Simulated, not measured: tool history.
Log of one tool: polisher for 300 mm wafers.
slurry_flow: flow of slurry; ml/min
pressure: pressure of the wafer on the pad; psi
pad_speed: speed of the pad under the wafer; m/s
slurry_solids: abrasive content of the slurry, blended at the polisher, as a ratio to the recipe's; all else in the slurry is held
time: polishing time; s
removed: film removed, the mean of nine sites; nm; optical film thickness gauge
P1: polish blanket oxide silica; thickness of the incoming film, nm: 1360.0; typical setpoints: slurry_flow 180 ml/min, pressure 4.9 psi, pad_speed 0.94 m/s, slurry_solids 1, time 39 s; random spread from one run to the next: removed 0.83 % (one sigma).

run 1 hour=11.1 | slurry_flow=180 pressure=4.9 pad_speed=0.94 slurry_solids=1 time=39 | removed=145.4
run 2 hour=16.5 | slurry_flow=180 pressure=4.9 pad_speed=0.94 slurry_solids=1 time=39 | removed=146.14
run 3 hour=23.7 | slurry_flow=180 pressure=2.3 pad_speed=0.94 slurry_solids=1 time=39 | removed=67.997
run 4 hour=30.9 | slurry_flow=180 pressure=4.9 pad_speed=0.94 slurry_solids=1 time=39 | removed=146.34
run 5 hour=40 | slurry_flow=180 pressure=4.9 pad_speed=0.94 slurry_solids=1 time=39 | removed=144.45
run 6 hour=47.3 | slurry_flow=180 pressure=4.9 pad_speed=0.94 slurry_solids=0.5 time=39 | removed=98.976
run 7 hour=54.8 | slurry_flow=180 pressure=4.9 pad_speed=0.94 slurry_solids=1 time=57 | removed=209.65
run 8 hour=59.7 | slurry_flow=180 pressure=4.9 pad_speed=0.94 slurry_solids=1 time=18 | removed=66.738
run 9 hour=66.8 | slurry_flow=110 pressure=6.5 pad_speed=0.94 slurry_solids=1 time=39 | removed=172.63
run 10 hour=73 | slurry_flow=125 pressure=3.1 pad_speed=0.94 slurry_solids=1 time=39 | removed=87.128
run 11 hour=83.5 | slurry_flow=110 pressure=4.9 pad_speed=0.94 slurry_solids=1 time=39 | removed=132
run 12 hour=91.1 | slurry_flow=180 pressure=4.9 pad_speed=0.94 slurry_solids=1 time=39 | removed=145.77
run 13 hour=99.8 | slurry_flow=180 pressure=4.9 pad_speed=0.94 slurry_solids=1 time=39 | removed=145.03
run 14 hour=106.1 | slurry_flow=180 pressure=4.9 pad_speed=0.94 slurry_solids=1.4 time=39 | removed=167.69
run 15 hour=114.8 | slurry_flow=180 pressure=4.9 pad_speed=0.94 slurry_solids=1 time=39 | removed=143.88
run 16 hour=125.1 | slurry_flow=180 pressure=4.9 pad_speed=0.54 slurry_solids=1 time=39 | removed=94.156
run 17 hour=130.7 | slurry_flow=180 pressure=4.9 pad_speed=1.3 slurry_solids=1 time=39 | removed=187.98
run 18 hour=137.8 | slurry_flow=180 pressure=6.9 pad_speed=0.94 slurry_solids=1 time=39 | removed=204.6
run 19 hour=143.7 | slurry_flow=265 pressure=4.9 pad_speed=0.94 slurry_solids=1 time=39 | removed=151.41
run 20 hour=149.2 | slurry_flow=180 pressure=4.9 pad_speed=0.94 slurry_solids=1 time=39 | removed=144.51
run 21 hour=160.4 | slurry_flow=180 pressure=4.9 pad_speed=0.94 slurry_solids=1 time=39 | removed=137.18
run 22 hour=165.7 | slurry_flow=180 pressure=4.9 pad_speed=0.94 slurry_solids=1 time=39 | removed=135.28
run 23 hour=172.5 | slurry_flow=180 pressure=4.9 pad_speed=0.94 slurry_solids=1 time=39 | removed=137.19

Expected results for the next run?
run 24 hour=177.7 | slurry_flow=180 pressure=4.9 pad_speed=0.94 slurry_solids=1 time=39 | removed=?

Run 24 measured removed 132.86 nm.
